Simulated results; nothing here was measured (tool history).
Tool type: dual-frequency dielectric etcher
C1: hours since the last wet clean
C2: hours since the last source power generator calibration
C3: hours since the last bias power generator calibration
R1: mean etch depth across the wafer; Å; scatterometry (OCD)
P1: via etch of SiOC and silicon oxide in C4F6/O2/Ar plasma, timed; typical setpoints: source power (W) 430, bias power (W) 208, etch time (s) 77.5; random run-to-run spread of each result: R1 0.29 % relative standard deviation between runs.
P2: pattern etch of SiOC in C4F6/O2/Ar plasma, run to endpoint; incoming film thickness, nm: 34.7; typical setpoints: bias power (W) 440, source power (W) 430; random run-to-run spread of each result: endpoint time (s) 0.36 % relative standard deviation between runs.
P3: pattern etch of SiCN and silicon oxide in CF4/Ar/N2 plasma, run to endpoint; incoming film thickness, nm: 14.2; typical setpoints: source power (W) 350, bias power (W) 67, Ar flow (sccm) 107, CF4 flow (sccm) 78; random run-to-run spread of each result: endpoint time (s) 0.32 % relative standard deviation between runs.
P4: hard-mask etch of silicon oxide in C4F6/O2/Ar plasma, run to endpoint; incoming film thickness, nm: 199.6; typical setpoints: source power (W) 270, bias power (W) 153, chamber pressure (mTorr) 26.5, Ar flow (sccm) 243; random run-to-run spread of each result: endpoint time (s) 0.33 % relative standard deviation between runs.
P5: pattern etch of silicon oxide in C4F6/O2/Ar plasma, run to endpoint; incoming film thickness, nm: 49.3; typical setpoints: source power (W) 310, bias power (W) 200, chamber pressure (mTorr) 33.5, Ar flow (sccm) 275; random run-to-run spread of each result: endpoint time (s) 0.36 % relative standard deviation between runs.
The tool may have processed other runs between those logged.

Run 1, hour 14.2: process that ran P1, source power (W) 430, bias power (W) 208, etch time (s) 77.5; C1 175.7; C2 952.4; C3 2670.8. Result: R1 963.72 Å.
Run 2, hour 25.4: process that ran P4, source power (W) 270, bias power (W) 153, chamber pressure (mTorr) 32.5, Ar flow (sccm) 243; C1 186.9; C2 963.6; C3 2682.0. Result: endpoint time (s) 76.245.
Run 3, hour 38.4: process that ran P2, source power (W) 430, bias power (W) 440; C1 199.9; C2 976.6; C3 2695.0. Result: endpoint time (s) 12.141.
Run 4, hour 54.9: process that ran P1, source power (W) 550, bias power (W) 208, etch time (s) 77.5; C1 216.4; C2 993.1; C3 2711.5. Result: R1 1064.40 Å.
Run 5, hour 69.5: process that ran P5, source power (W) 310, bias power (W) 124, chamber pressure (mTorr) 33.5, Ar flow (sccm) 275; C1 231.0; C2 1007.7; C3 2726.1. Result: endpoint time (s) 19.675.
Run 6, hour 79.8: process that ran P1, source power (W) 310, bias power (W) 208, etch time (s) 77.5; C1 241.3; C2 1018.0; C3 2736.4. Result: R1 849.68 Å.
Run 7, hour 93.1: process that ran P3, source power (W) 350, bias power (W) 67, Ar flow (sccm) 107, CF4 flow (sccm) 93; C1 254.6; C2 1031.3; C3 2749.7. Result: endpoint time (s) 19.679.
Run 8, hour 104.9: process that ran P2, source power (W) 430, bias power (W) 617; C1 266.4; C2 1043.1; C3 2761.5. Result: endpoint time (s) 10.745.
Run 9, hour 123.8: process that ran P3, source power (W) 350, bias power (W) 67, Ar flow (sccm) 107, CF4 flow (sccm) 78; C1 285.3; C2 1062.0; C3 2780.4. Result: endpoint time (s) 20.311.
Run 10, hour 135.2: process that ran P1, source power (W) 430, bias power (W) 208, etch time (s) 56.0; C1 296.7; C2 1073.4; C3 2791.8. Result: R1 695.06 Å.
Run 11, hour 149.2: process that ran P5, source power (W) 310, bias power (W) 200, chamber pressure (mTorr) 33.5, Ar flow (sccm) 381; C1 310.7; C2 1087.4; C3 2805.8. Result: endpoint time (s) 17.628.
Run 12, hour 167.5: process that ran P4, source power (W) 270, bias power (W) 153, chamber pressure (mTorr) 26.5, Ar flow (sccm) 243; C1 329.0; C2 1105.7; C3 2824.1. Result: endpoint time (s) 74.297.
Run 13, hour 180.2: process that ran P4, source power (W) 270, bias power (W) 190, chamber pressure (mTorr) 26.5, Ar flow (sccm) 243; C1 341.7; C2 1118.4; C3 2836.8. Result: endpoint time (s) 69.656.
Run 14, hour 196.5: process that ran P1, source power (W) 430, bias power (W) 208, etch time (s) 77.5; C1 358.0; C2 1134.7; C3 2853.1. Result: R1 965.84 Å.
Run 15, hour 211.1: process that ran P3, source power (W) 230, bias power (W) 67, Ar flow (sccm) 107, CF4 flow (sccm) 78; C1 372.6; C2 1149.3; C3 2867.7. Result: endpoint time (s) 29.251.
Run 16, hour 225.3: process that ran P5, source power (W) 380, bias power (W) 200, chamber pressure (mTorr) 33.5, Ar flow (sccm) 275; C1 386.8; C2 1163.5; C3 2881.9. Result: endpoint time (s) 15.660.
Run 17, hour 235.6: process that ran P5, source power (W) 310, bias power (W) 200, chamber pressure (mTorr) 45.5, Ar flow (sccm) 275; C1 397.1; C2 1173.8; C3 2892.2. Result: endpoint time (s) 17.610.
Run 18, hour 247.3: process that ran P3, source power (W) 350, bias power (W) 67, Ar flow (sccm) 67, CF4 flow (sccm) 78; C1 408.8; C2 1185.5; C3 2903.9. Result: endpoint time (s) 18.967.
Run 19, hour 258.7: process that ran P4, source power (W) 270, bias power (W) 153, chamber pressure (mTorr) 26.5, Ar flow (sccm) 304; C1 420.2; C2 1196.9; C3 2915.3. Result: endpoint time (s) 76.397.
Run 20, hour 277.6: process that ran P5, source power (W) 310, bias power (W) 200, chamber pressure (mTorr) 33.5, Ar flow (sccm) 275; C1 439.1; C2 1215.8; C3 2934.2. Result: endpoint time (s) 16.915.
Run 21, hour 292.4: process that ran P1, source power (W) 580, bias power (W) 208, etch time (s) 92.5; C1 453.9; C2 1230.6; C3 2949.0. Result: R1 1290.20 Å.
Run 22, hour 307.7: process that ran P4, source power (W) 170, bias power (W) 153, chamber pressure (mTorr) 26.5, Ar flow (sccm) 243; C1 469.2; C2 1245.9; C3 2964.3. Result: endpoint time (s) 89.267.
Run 23, hour 322.7: process that ran P3, source power (W) 350, bias power (W) 42, Ar flow (sccm) 107, CF4 flow (sccm) 78; C1 484.2; C2 1260.9; C3 2979.3. Result: endpoint time (s) 23.486.
Run 24, hour 341.0: process that ran P1, source power (W) 430, bias power (W) 208, etch time (s) 77.5; C1 502.5; C2 1279.2; C3 2997.6. Result: R1 967.94 Å.
Run 25, hour 352.5: process that ran P1, source power (W) 430, bias power (W) 208, etch time (s) 108.5; C1 514.0; C2 1290.7; C3 3009.1. Result: R1 1350.40 Å.
Run 26, hour 364.8: process that ran P1, source power (W) 430, bias power (W) 208, etch time (s) 77.5; C1 526.3; C2 1303.0; C3 3021.4. Result: R1 963.15 Å.
Run 27, hour 373.6: process that ran P2, source power (W) 530, bias power (W) 440; C1 535.1; C2 1311.8; C3 3030.2. Result: endpoint time (s) 11.196.
Run 28, hour 382.4: process that ran P1, source power (W) 430, bias power (W) 141, etch time (s) 77.5; C1 543.9; C2 1320.6; C3 3039.0. Result: R1 853.70 Å.
Run 29, hour 401.0: process that ran P2, source power (W) 430, bias power (W) 440; C1 562.5; C2 1339.2; C3 3057.6. Result: endpoint time (s) 12.195.
Run 30, hour 411.7: process that ran P1, source power (W) 430, bias power (W) 269, etch time (s) 77.5; C1 573.2; C2 1349.9; C3 3068.3. Result: R1 1056.70 Å.
Run 31, hour 430.0: process that ran P1, source power (W) 430, bias power (W) 208, etch time (s) 77.5; C1 591.5; C2 1368.2; C3 3086.6. Result: R1 964.96 Å.
Run 32, hour 441.3: process that ran P1, source power (W) 430, bias power (W) 208, etch time (s) 77.5; C1 602.8; C2 1379.5; C3 3097.9. Result: R1 966.70 Å.
Run 33, hour 450.3: process that ran P1, source power (W) 430, bias power (W) 208, etch time (s) 77.5; C1 611.8; C2 1388.5; C3 3106.9. Result: R1 970.05 Å.
Run 34, hour 465.5: process that ran P1, source power (W) 430, bias power (W) 208, etch time (s) 77.5; C1 627.0; C2 1403.7; C3 3122.1. Result: R1 979.19 Å.
Run 35, hour 482.0: process that ran P1, source power (W) 430, bias power (W) 208, etch time (s) 77.5; C1 643.5; C2 1420.2; C3 3138.6. Result: R1 979.08 Å.
At hour 496.7: wet clean of the chamber.
Run 36, hour 499.8: process that ran P1, source power (W) 430, bias power (W) 208, etch time (s) 77.5; C1 3.2; C2 1438.0; C3 3156.4. Result: R1 975.25 Å.
Run 37, hour 510.9: process that ran P1, source power (W) 430, bias power (W) 208, etch time (s) 77.5; C1 14.3; C2 1449.1; C3 3167.5. Result: R1 981.98 Å.
Run 38, hour 519.9: process that ran P1, source power (W) 430, bias power (W) 208, etch time (s) 77.5; C1 23.3; C2 1458.1; C3 3176.5. Result: R1 981.76 Å.
Run 39, hour 531.3: process that ran P1, source power (W) 430, bias power (W) 208, etch time (s) 77.5; C1 34.7; C2 1469.5; C3 3187.9. Result: R1 979.22 Å.
Run 40, hour 549.9: process that ran P1, source power (W) 430, bias power (W) 208, etch time (s) 77.5; C1 53.3; C2 1488.1; C3 3206.5. Result: R1 980.61 Å.
Run 41, hour 566.0: process that ran P1, source power (W) 430, bias power (W) 208, etch time (s) 77.5; C1 69.4; C2 1504.2; C3 3222.6. Result: R1 976.72 Å.
Run 42, hour 574.9: process that ran P1, source power (W) 430, bias power (W) 208, etch time (s) 77.5; C1 78.3; C2 1513.1; C3 3231.5. Result: R1 978.07 Å.

What P1 gives has crept off from where it sat before. The 2 causes that follow fit the log equally well, each at the size noted:
A: source power that arrives over what is set, % = 3.78
B: bias power that arrives over what is set, % = 4.4
The drift started at roughly hour 430.0.
What rules out each remaining cause:
chamber walls in a state that raises the etch rate, %: maintenance at hour 496.7, after the shift began, did not return the process to its former output

Which of the check runs below tells the causes apart, meaning the causes would give it clearly different results? Each run uses 2 wafers whose results are averaged, and each result is shown as a question mark.
Run check 1, hour 583.8: process that ran P3, source power (W) 350, bias power (W) 45, Ar flow (sccm) 70, CF4 flow (sccm) 78. Result: endpoint time (s) ?.
Run check 2, hour 583.8: process that ran P5, source power (W) 310, bias power (W) 154, chamber pressure (mTorr) 33.5, Ar flow (sccm) 374. Result: endpoint time (s) ?.
Run check 3, hour 583.8: process that ran P4, source power (W) 270, bias power (W) 153, chamber pressure (mTorr) 26.5, Ar flow (sccm) 300. Result: endpoint time (s) ?.
Run check 4, hour 583.8: process that ran P2, source power (W) 430, bias power (W) 537. Result: endpoint time (s) ?.

Expected result of each check under each candidate cause:
  check             result    if A    if B
check 1  endpoint time (s)  20.785  21.226
check 2  endpoint time (s)  18.797  18.817
check 3  endpoint time (s)  75.127  75.194
check 4  endpoint time (s)  11.179  11.150
How far apart the two closest causes lie, in the result that separates them most: check 1 2.1 %; check 2 0.11 %; check 3 0.09 %; check 4 0.26 %
Only in check 1 would the causes give clearly different results; in the remaining checks their results would be nearly the same.

With check 1 done, the readings were: endpoint time (s) 20.712. Identify which of the listed causes applies.

It is A: source power that arrives over what is set, %.
